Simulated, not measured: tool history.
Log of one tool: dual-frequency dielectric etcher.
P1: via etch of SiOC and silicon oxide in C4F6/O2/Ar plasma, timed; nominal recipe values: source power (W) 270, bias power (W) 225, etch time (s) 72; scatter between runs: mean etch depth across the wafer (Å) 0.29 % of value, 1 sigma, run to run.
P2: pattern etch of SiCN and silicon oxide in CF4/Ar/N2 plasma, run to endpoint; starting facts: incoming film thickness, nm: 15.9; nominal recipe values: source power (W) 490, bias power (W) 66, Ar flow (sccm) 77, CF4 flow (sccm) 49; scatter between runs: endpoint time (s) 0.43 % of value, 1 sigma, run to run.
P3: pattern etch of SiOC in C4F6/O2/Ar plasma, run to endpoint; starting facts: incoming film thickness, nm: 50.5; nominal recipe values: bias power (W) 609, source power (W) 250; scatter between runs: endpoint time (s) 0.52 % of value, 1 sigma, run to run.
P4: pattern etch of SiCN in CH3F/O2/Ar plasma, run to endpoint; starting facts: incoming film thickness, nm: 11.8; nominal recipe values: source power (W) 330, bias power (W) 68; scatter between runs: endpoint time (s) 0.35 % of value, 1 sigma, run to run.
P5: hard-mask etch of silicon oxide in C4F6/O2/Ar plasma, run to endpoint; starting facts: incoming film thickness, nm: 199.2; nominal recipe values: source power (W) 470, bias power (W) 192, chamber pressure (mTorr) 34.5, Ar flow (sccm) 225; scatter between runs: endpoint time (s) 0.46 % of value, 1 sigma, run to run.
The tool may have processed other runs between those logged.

run,hour,process that ran,source power (W),bias power (W),etch time (s),Ar flow (sccm),CF4 flow (sccm),chamber pressure (mTorr),hours since the last wet clean,hours since the last source power generator calibration,hours since the last bias power generator calibration,mean etch depth across the wafer (Å),endpoint time (s)
1,12.7,P1,270,225,72,,,,218,2898,2235.5,753.78,
2,23.2,P2,490,66,,77,49,,228.5,2908.5,2246,,17.608
3,31,P4,230,68,,,,,236.3,2916.3,2253.8,,40.38
4,45.2,P1,270,225,90,,,,250.5,2930.5,2268,937.29,
5,57.6,P2,490,89,,77,49,,262.9,2942.9,2280.4,,15.937
6,65.5,P5,470,192,,225,,34.5,270.8,2950.8,2288.3,,55.447
7,75.5,P2,490,66,,61,49,,280.8,2960.8,2298.3,,16.998
8,83.2,P1,270,225,72,,,,288.5,2968.5,2306,756.06,
9,91.4,P2,600,66,,77,49,,296.7,2976.7,2314.2,,14.837
10,101,P1,270,225,39.5,,,,306.3,2986.3,2323.8,411.86,
11,112.3,P1,270,225,72,,,,317.6,2997.6,2335.1,755.03,
12,122,P1,330,225,72,,,,327.3,3007.3,2344.8,816.02,
13,134.6,P1,270,225,72,,,,339.9,3019.9,2357.4,758.51,
14,143.9,P2,490,66,,77,58,,349.2,3029.2,2366.7,,17.266
15,150.9,P3,250,801,,,,,356.2,3036.2,2373.7,,16.116
16,164.5,P3,250,609,,,,,369.8,3049.8,2387.3,,17.899
17,177.2,P5,470,272,,225,,34.5,382.5,3062.5,2400,,48.854
18,190.3,P5,470,192,,225,,46.5,395.6,3075.6,2413.1,,57.116
19,199.4,P4,330,47,,,,,404.7,3084.7,2422.2,,40.07
20,206.6,P1,270,225,72,,,,411.9,3091.9,2429.4,754.91,
21,220.2,P1,270,274,72,,,,425.5,3105.5,2443,808.09,
22,229.1,P4,330,68,,,,,434.4,3114.4,2451.9,,35.242
23,244.1,P1,270,302,86.5,,,,449.4,3129.4,2466.9,1006.9,
24,251.7,P1,360,225,93,,,,457,3137,2474.5,1092.7,
25,261.8,P4,330,68,,,,,467.1,3147.1,2484.6,,35.279
26,271.6,P3,330,609,,,,,476.9,3156.9,2494.4,,16.252
27,284,P1,270,225,72,,,,489.3,3169.3,2506.8,755.35,
# hour 288.8: source power generator calibrated
28,296.2,P5,470,192,,174,,34.5,501.5,7.5,2519,,53.178
29,307.8,P5,470,192,,225,,34.5,513.1,19.1,2530.6,,55.111
30,321.8,P1,270,138,72,,,,527.1,33.1,2544.6,643.41,
31,331.4,P5,640,192,,225,,34.5,536.7,42.7,2554.2,,48.929
32,345.9,P2,490,66,,77,49,,551.2,57.2,2568.7,,17.722

What will run 33 give?
33,354,P1,150,225,72,,,,559.3,65.3,2576.8,?,

mean etch depth across the wafer (Å): 603.36
